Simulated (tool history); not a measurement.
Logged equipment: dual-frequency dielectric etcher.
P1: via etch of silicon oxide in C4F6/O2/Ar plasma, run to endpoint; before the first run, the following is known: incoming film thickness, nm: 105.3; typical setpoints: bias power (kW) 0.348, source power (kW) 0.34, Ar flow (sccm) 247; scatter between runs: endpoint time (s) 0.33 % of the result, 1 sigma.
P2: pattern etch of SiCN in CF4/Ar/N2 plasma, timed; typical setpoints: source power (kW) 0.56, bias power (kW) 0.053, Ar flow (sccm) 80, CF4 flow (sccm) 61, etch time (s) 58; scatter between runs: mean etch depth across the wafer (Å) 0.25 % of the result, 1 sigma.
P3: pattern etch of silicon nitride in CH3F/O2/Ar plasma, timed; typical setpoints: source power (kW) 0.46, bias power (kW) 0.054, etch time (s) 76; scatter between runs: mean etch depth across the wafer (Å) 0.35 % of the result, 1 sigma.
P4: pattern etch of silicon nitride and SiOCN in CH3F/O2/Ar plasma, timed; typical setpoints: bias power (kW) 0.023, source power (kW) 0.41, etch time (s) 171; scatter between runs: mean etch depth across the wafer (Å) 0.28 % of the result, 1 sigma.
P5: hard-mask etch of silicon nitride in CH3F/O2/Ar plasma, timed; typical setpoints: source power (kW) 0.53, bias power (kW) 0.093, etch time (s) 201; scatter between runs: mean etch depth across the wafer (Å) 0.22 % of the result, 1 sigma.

run	day	process that ran	bias power (kW)	source power (kW)	Ar flow (sccm)	etch time (s)	CF4 flow (sccm)	hours since the last wet clean	hours since the last bias power generator calibration	hours since the last source power generator calibration	hours since the last Ar flow controller change	endpoint time (s)	mean etch depth across the wafer (Å)
1	0.367	P1	0.348	0.34	247			87.1	686.9	666.8	2065.1	27.477	
2	0.904	P5	0.093	0.53		201		100	699.8	679.7	2078		1734.2
3	1.375	P4	0.031	0.41		171		111.3	711.1	691	2089.3		265.84
4	1.8	P3	0.067	0.46		76		121.5	721.3	701.2	2099.5		553.98
5	2.504	P2	0.031	0.56	80	58	61	138.4	738.2	718.1	2116.4		467.26
6	3.071	P1	0.348	0.34	344			152	751.8	731.7	2130	28.736	
7	3.846	P3	0.054	0.3		76		170.6	770.4	750.3	2148.6		438.45
# day 4.079: bias power generator calibrated
8	4.592	P4	0.023	0.41		113.5		188.5	12.3	768.2	2166.5		153.98
9	5.121	P1	0.348	0.44	247			201.2	25	780.9	2179.2	25.202	
10	5.804	P5	0.131	0.53		201		217.6	41.4	797.3	2195.6		1956.8
11	6.3	P4	0.023	0.41		171		229.5	53.3	809.2	2207.5		231.6
12	7.096	P2	0.053	0.56	80	58	37	248.6	72.4	828.3	2226.6		503.7
13	7.504	P4	0.023	0.53		171		258.4	82.2	838.1	2236.4		252.29
14	8.012	P3	0.054	0.46		76		270.6	94.4	850.3	2248.6		517.46
15	8.746	P1	0.282	0.34	247			288.2	112	867.9	2266.2	29.723	
16	9.533	P2	0.053	0.78	80	58	61	307.1	130.9	886.8	2285.1		741.15
17	10.333	P5	0.093	0.53		201		326.3	150.1	906	2304.3		1726.5
18	10.925	P1	0.348	0.23	247			340.5	164.3	920.2	2318.5	31.803	
19	11.504	P5	0.093	0.53		145.5		354.4	178.2	934.1	2332.4		1254
20	12.271	P1	0.348	0.34	247			372.8	196.6	952.5	2350.8	27.649	
21	12.779	P1	0.431	0.34	247			385	208.8	964.7	2363	25.519	
22	13.371	P5	0.093	0.38		201		399.2	223	978.9	2377.2		1527.3
23	13.808	P2	0.053	0.56	80	58	61	409.7	233.5	989.4	2387.7		548.99
24	14.379	P1	0.348	0.34	247			423.4	247.2	1003.1	2401.4	27.533	
25	15.146	P1	0.348	0.34	247			441.8	265.6	1021.5	2419.8	27.583	
26	15.929	P3	0.054	0.46		104.5		460.6	284.4	1040.3	2438.6		710.56
27	16.408	P1	0.348	0.34	247			472.1	295.9	1051.8	2450.1	27.653	
# day 16.583: wet clean of the chamber
28	16.854	P2	0.053	0.56	80	39	61	6.6	306.6	1062.5	2460.8		367.85
29	17.35	P1	0.232	0.28	247			18.5	318.5	1074.4	2472.7	34.16	
30	17.812	P1	0.348	0.34	149			29.6	329.6	1085.5	2483.8	26.094	
31	18.496	P2	0.053	0.56	111	58	61	46	346	1101.9	2500.2		517.8
32	19.288	P1	0.348	0.34	247			65	365	1120.9	2519.2	27.598	
33	19.867	P1	0.348	0.34	247			78.9	378.9	1134.8	2533.1	27.808	
34	20.517	P1	0.348	0.34	247			94.5	394.5	1150.4	2548.7	27.792	
# day 21.083: wet clean of the chamber
35	21.196	P1	0.348	0.34	247			2.7	410.8	1166.7	2565	27.99	
# day 21.388: Ar flow controller replaced
36	21.612	P1	0.348	0.34	247			12.7	420.8	1176.7	5.5	27.957	
37	22.412	P1	0.348	0.34	247			31.9	440	1195.9	24.7	28.073	
38	22.842	P1	0.348	0.34	247			42.2	450.3	1206.2	35	28.119	
39	23.375	P1	0.348	0.34	247			55	463.1	1219	47.8	28.17	

P1 no longer gives what it gave before; its output has crept away from where it was. The following 2 causes, each at its listed size, fit the log equally well:
A: bias power that arrives under what is set, % = 4.47
B: source power that arrives under what is set, % = 4.25
At approximately day 19.288, the process output began to creep.
What rules out each remaining cause:
chamber walls in a state that lowers the etch rate, %: serviced at day 21.083, which brought nothing back
Ar flow that arrives over what is set, %: serviced at day 21.388, which brought nothing back

Of the 4 check runs listed below, each run on one wafer and each result written as a question mark, which would let you distinguish the listed causes because they would give clearly different results?
check 1	23.908	P3	0.054	0.46		76							?
check 2	23.908	P2	0.053	0.56	80	58	61						?
check 3	23.908	P4	0.023	0.41		171							?
check 4	23.908	P5	0.093	0.53		201							?

How each check would come out, cause by cause:
check	result	if A	if B
check 1	mean etch depth across the wafer (Å)	508.64	507.36
check 2	mean etch depth across the wafer (Å)	540.1	527.09
check 3	mean etch depth across the wafer (Å)	227.3	228.52
check 4	mean etch depth across the wafer (Å)	1700.3	1700
Minimum pairwise separation of causes per check, each pair taken at its best-separating result: check 1 0.25 %; check 2 2.44 %; check 3 0.54 %; check 4 0.01 %
Only in check 2 would the causes give clearly different results; in the remaining checks their results would be nearly the same.

Check 2 was carried out, with these results: mean etch depth across the wafer (Å) 541.3. Which of the listed causes is responsible?

Of the candidate causes, it is A: bias power that arrives under what is set, %.
